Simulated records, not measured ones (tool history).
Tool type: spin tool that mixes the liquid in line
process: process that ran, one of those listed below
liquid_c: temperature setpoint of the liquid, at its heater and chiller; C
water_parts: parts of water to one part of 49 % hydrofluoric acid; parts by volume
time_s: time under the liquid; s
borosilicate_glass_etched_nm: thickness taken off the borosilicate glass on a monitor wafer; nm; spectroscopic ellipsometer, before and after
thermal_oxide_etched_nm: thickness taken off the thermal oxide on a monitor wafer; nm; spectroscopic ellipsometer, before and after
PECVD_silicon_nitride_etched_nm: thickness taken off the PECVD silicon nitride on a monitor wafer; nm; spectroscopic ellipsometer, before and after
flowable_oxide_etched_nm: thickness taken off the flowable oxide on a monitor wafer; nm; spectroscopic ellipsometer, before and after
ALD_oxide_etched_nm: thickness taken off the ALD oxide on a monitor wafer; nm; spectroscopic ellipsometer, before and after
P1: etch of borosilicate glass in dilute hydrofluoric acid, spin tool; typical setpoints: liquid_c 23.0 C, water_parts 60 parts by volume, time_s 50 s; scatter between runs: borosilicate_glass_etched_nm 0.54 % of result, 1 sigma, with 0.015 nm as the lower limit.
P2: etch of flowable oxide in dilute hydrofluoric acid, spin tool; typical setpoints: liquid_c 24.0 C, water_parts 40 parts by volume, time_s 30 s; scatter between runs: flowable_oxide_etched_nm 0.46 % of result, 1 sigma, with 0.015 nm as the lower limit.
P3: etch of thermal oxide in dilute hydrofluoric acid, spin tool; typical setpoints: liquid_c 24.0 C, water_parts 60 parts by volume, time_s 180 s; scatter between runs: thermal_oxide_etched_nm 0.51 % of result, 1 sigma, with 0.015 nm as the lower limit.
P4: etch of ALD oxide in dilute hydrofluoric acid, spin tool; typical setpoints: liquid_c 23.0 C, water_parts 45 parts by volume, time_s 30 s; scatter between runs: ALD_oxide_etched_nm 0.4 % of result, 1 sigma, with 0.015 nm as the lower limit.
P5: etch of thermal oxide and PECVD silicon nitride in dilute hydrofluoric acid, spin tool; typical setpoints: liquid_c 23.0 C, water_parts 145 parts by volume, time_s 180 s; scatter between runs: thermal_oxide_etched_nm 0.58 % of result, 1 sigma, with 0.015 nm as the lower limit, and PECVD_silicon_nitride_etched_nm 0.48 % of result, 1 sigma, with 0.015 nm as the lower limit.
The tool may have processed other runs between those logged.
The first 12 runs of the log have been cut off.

run   hour  process  liquid_c  water_parts  time_s  hours since the thermometer was replaced  hours since the hydrofluoric acid flow meter was replaced  borosilicate_glass_etched_nm  thermal_oxide_etched_nm  PECVD_silicon_nitride_etched_nm  flowable_oxide_etched_nm  ALD_oxide_etched_nm
 13  103.4       P1      23.0           60      50                                    2296.3                                                     1054.7                       25.8270
 14  112.0       P1      30.5           60      75                                    2304.9                                                     1063.3                       51.8370
 15  120.5       P1      23.0          105      50                                    2313.4                                                     1071.8                       13.9080
 16  131.6       P2      24.0           40      30                                    2324.5                                                     1082.9                                                                                                            53.473
 17  141.7       P5      23.0          145     285                                    2334.6                                                     1093.0                                                 8.4410                           9.1941
 18  154.5       P4      18.0           45      30                                    2347.4                                                     1105.8                                                                                                                                 10.891
 19  165.1       P3      24.0           60     180                                    2358.0                                                     1116.4                                                14.3500
 20  176.5       P4      23.0           45      45                                    2369.4                                                     1127.8                                                                                                                                 20.055
 21  185.3       P4      23.0           45      30                                    2378.2                                                     1136.6                                                                                                                                 13.332
 22  196.2       P3      24.0           60     180                                    2389.1                                                     1147.5                                                14.4540
 23  204.1       P2      24.0           40      15                                    2397.0                                                     1155.4                                                                                                            26.774
 24  216.0       P4      23.0           45      30                                    2408.9                                                     1167.3                                                                                                                                 13.437
 25  222.4       P1      30.5           60      50                                    2415.3                                                     1173.7                       34.9290
 26  232.5       P1      17.0           60      50                                    2425.4                                                     1183.8                       19.8870
 27  240.4       P1      23.0           35      15                                    2433.3                                                     1191.7                       13.6560
 28  248.3       P2      24.0           25      30                                    2441.2                                                     1199.6                                                                                                            87.371
 29  255.3       P3      24.0           25     180                                    2448.2                                                     1206.6                                                36.2650

Forecast run 30:
 30  268.5       P5      23.0           30     180                                    2461.4                                                     1219.8                                                      ?                                ?

{"run 30": {"thermal_oxide_etched_nm": 29.632, "PECVD_silicon_nitride_etched_nm": 27.107}}
